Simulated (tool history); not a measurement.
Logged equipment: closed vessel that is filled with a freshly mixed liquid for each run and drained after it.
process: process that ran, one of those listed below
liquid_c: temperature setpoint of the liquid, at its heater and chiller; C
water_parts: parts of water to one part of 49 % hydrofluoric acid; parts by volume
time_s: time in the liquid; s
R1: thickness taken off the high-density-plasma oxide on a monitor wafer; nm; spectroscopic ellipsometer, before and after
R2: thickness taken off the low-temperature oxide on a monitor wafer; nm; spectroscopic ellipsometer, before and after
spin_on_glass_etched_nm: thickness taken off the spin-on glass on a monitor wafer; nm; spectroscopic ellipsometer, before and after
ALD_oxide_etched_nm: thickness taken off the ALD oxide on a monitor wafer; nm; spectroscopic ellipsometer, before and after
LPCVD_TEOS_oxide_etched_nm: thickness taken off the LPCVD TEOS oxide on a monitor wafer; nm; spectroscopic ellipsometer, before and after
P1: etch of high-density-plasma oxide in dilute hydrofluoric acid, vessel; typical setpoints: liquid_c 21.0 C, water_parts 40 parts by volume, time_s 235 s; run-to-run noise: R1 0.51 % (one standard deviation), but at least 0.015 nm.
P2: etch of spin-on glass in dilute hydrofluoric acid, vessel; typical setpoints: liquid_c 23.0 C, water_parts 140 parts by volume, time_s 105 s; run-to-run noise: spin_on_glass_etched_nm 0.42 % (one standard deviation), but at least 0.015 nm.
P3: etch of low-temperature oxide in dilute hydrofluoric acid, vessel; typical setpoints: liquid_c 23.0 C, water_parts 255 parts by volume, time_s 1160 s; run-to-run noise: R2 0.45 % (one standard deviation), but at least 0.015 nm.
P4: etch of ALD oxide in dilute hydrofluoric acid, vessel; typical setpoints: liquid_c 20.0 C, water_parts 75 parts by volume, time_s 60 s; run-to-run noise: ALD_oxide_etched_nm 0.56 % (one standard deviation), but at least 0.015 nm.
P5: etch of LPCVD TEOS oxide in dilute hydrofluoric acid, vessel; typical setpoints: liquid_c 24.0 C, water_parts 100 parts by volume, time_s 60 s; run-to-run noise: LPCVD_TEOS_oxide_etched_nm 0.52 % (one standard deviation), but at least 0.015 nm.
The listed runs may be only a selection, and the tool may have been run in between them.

Run 1, hour 13.8: process P1, liquid_c 21.0 C, water_parts 40 parts by volume, time_s 235 s. Result: R1 28.4750 nm.
Run 2, hour 28.5: process P3, liquid_c 23.0 C, water_parts 255 parts by volume, time_s 1160 s. Result: R2 38.786 nm.
Run 3, hour 41.5: process P2, liquid_c 23.0 C, water_parts 140 parts by volume, time_s 45 s. Result: spin_on_glass_etched_nm 11.786 nm.
Run 4, hour 50.2: process P3, liquid_c 23.0 C, water_parts 255 parts by volume, time_s 1670 s. Result: R2 56.229 nm.
Run 5, hour 59.6: process P1, liquid_c 21.0 C, water_parts 40 parts by volume, time_s 235 s. Result: R1 28.0950 nm.
Run 6, hour 71.8: process P1, liquid_c 21.0 C, water_parts 20 parts by volume, time_s 235 s. Result: R1 58.0160 nm.
Run 7, hour 85.7: process P1, liquid_c 26.0 C, water_parts 40 parts by volume, time_s 235 s. Result: R1 34.6760 nm.
Run 8, hour 98.8: process P3, liquid_c 23.0 C, water_parts 455 parts by volume, time_s 1160 s. Result: R2 18.221 nm.
Run 9, hour 115.2: process P1, liquid_c 21.0 C, water_parts 40 parts by volume, time_s 60 s. Result: R1 7.2395 nm.
Run 10, hour 124.3: process P4, liquid_c 20.0 C, water_parts 75 parts by volume, time_s 100 s. Result: ALD_oxide_etched_nm 37.441 nm.
Run 11, hour 138.9: process P1, liquid_c 21.0 C, water_parts 55 parts by volume, time_s 130 s. Result: R1 11.1230 nm.
Run 12, hour 150.4: process P1, liquid_c 17.0 C, water_parts 40 parts by volume, time_s 235 s. Result: R1 23.7040 nm.
Run 13, hour 164.9: process P1, liquid_c 21.0 C, water_parts 40 parts by volume, time_s 235 s. Result: R1 28.2820 nm.
Run 14, hour 181.1: process P1, liquid_c 21.0 C, water_parts 70 parts by volume, time_s 235 s. Result: R1 15.6880 nm.
Run 15, hour 189.4: process P5, liquid_c 24.0 C, water_parts 100 parts by volume, time_s 30 s. Result: LPCVD_TEOS_oxide_etched_nm 13.792 nm.
Run 16, hour 207.0: process P1, liquid_c 21.0 C, water_parts 40 parts by volume, time_s 235 s. Result: R1 28.3910 nm.
Run 17, hour 222.8: process P5, liquid_c 24.0 C, water_parts 100 parts by volume, time_s 60 s. Result: LPCVD_TEOS_oxide_etched_nm 27.792 nm.
Run 18, hour 238.9: process P3, liquid_c 17.0 C, water_parts 255 parts by volume, time_s 1160 s. Result: R2 31.054 nm.
At hour 240.6: hydrofluoric acid flow meter replaced.
Run 19, hour 251.0: process P2, liquid_c 17.0 C, water_parts 140 parts by volume, time_s 105 s. Result: spin_on_glass_etched_nm 21.554 nm.
Run 20, hour 259.6: process P4, liquid_c 17.0 C, water_parts 75 parts by volume, time_s 60 s. Result: ALD_oxide_etched_nm 19.809 nm.
Run 21, hour 275.2: process P1, liquid_c 21.0 C, water_parts 40 parts by volume, time_s 410 s. Result: R1 49.3920 nm.
Run 22, hour 289.7: process P5, liquid_c 32.5 C, water_parts 100 parts by volume, time_s 60 s. Result: LPCVD_TEOS_oxide_etched_nm 38.211 nm.
Run 23, hour 303.3: process P5, liquid_c 24.0 C, water_parts 20 parts by volume, time_s 60 s. Result: LPCVD_TEOS_oxide_etched_nm 152.930 nm.
Run 24, hour 311.4: process P2, liquid_c 23.0 C, water_parts 140 parts by volume, time_s 105 s. Result: spin_on_glass_etched_nm 27.431 nm.
Run 25, hour 319.7: process P4, liquid_c 20.0 C, water_parts 20 parts by volume, time_s 60 s. Result: ALD_oxide_etched_nm 90.437 nm.
Run 26, hour 330.3: process P4, liquid_c 20.0 C, water_parts 75 parts by volume, time_s 60 s. Result: ALD_oxide_etched_nm 22.278 nm.
Run 27, hour 342.4: process P2, liquid_c 23.0 C, water_parts 30 parts by volume, time_s 105 s. Result: spin_on_glass_etched_nm 146.450 nm.
Run 28, hour 356.0: process P1, liquid_c 21.0 C, water_parts 40 parts by volume, time_s 235 s. Result: R1 28.3760 nm.
Run 29, hour 367.9: process P1, liquid_c 21.0 C, water_parts 40 parts by volume, time_s 235 s. Result: R1 29.3380 nm.
Run 30, hour 384.4: process P1, liquid_c 21.0 C, water_parts 40 parts by volume, time_s 235 s. Result: R1 29.8460 nm.
Run 31, hour 397.9: process P1, liquid_c 21.0 C, water_parts 40 parts by volume, time_s 235 s. Result: R1 30.2090 nm.
Run 32, hour 415.5: process P1, liquid_c 21.0 C, water_parts 40 parts by volume, time_s 235 s. Result: R1 30.6350 nm.
Run 33, hour 429.5: process P1, liquid_c 21.0 C, water_parts 40 parts by volume, time_s 235 s. Result: R1 30.5710 nm.
Run 34, hour 440.7: process P1, liquid_c 21.0 C, water_parts 40 parts by volume, time_s 235 s. Result: R1 30.6360 nm.

What P1 gives has crept away from where it was. These 2 causes fit the log equally well, each at the size given:
A: liquid hotter than its thermometer reads (K) = 2.05
B: hydrofluoric acid flow above the setpoint (%) = 8.56
The drift started at roughly hour 356.0.

Each of the check runs listed below is run on 2 wafers and reports their average, with the results left as question marks. Pick the one under which the possible causes would lead to clearly different results.
Run check 1, hour 451.9: process P2, liquid_c 23.0 C, water_parts 40 parts by volume, time_s 105 s. Result: spin_on_glass_etched_nm ?.
Run check 2, hour 451.9: process P4, liquid_c 17.0 C, water_parts 75 parts by volume, time_s 60 s. Result: ALD_oxide_etched_nm ?.
Run check 3, hour 451.9: process P5, liquid_c 24.0 C, water_parts 65 parts by volume, time_s 60 s. Result: LPCVD_TEOS_oxide_etched_nm ?.
Run check 4, hour 451.9: process P3, liquid_c 17.0 C, water_parts 370 parts by volume, time_s 1160 s. Result: R2 ?.

If the cause were each of the candidates in turn, the checks would give the following:
  check                      result     if A     if B
check 1     spin_on_glass_etched_nm  118.180  118.310
check 2         ALD_oxide_etched_nm   21.495   21.526
check 3  LPCVD_TEOS_oxide_etched_nm   48.283   48.584
check 4                          R2   20.965   21.634
Gap, in per cent, between the two causes that each check separates least, read from the result that separates them most: check 1 0.11 %; check 2 0.15 %; check 3 0.62 %; check 4 3.14 %
Only check 4 tells the causes apart: in the others they would give nearly the same result.

The results of check 4 are: R2 21.628 nm. Based on these, which of the listed causes is it?

Of the candidate causes, it is B: hydrofluoric acid flow above the setpoint (%).

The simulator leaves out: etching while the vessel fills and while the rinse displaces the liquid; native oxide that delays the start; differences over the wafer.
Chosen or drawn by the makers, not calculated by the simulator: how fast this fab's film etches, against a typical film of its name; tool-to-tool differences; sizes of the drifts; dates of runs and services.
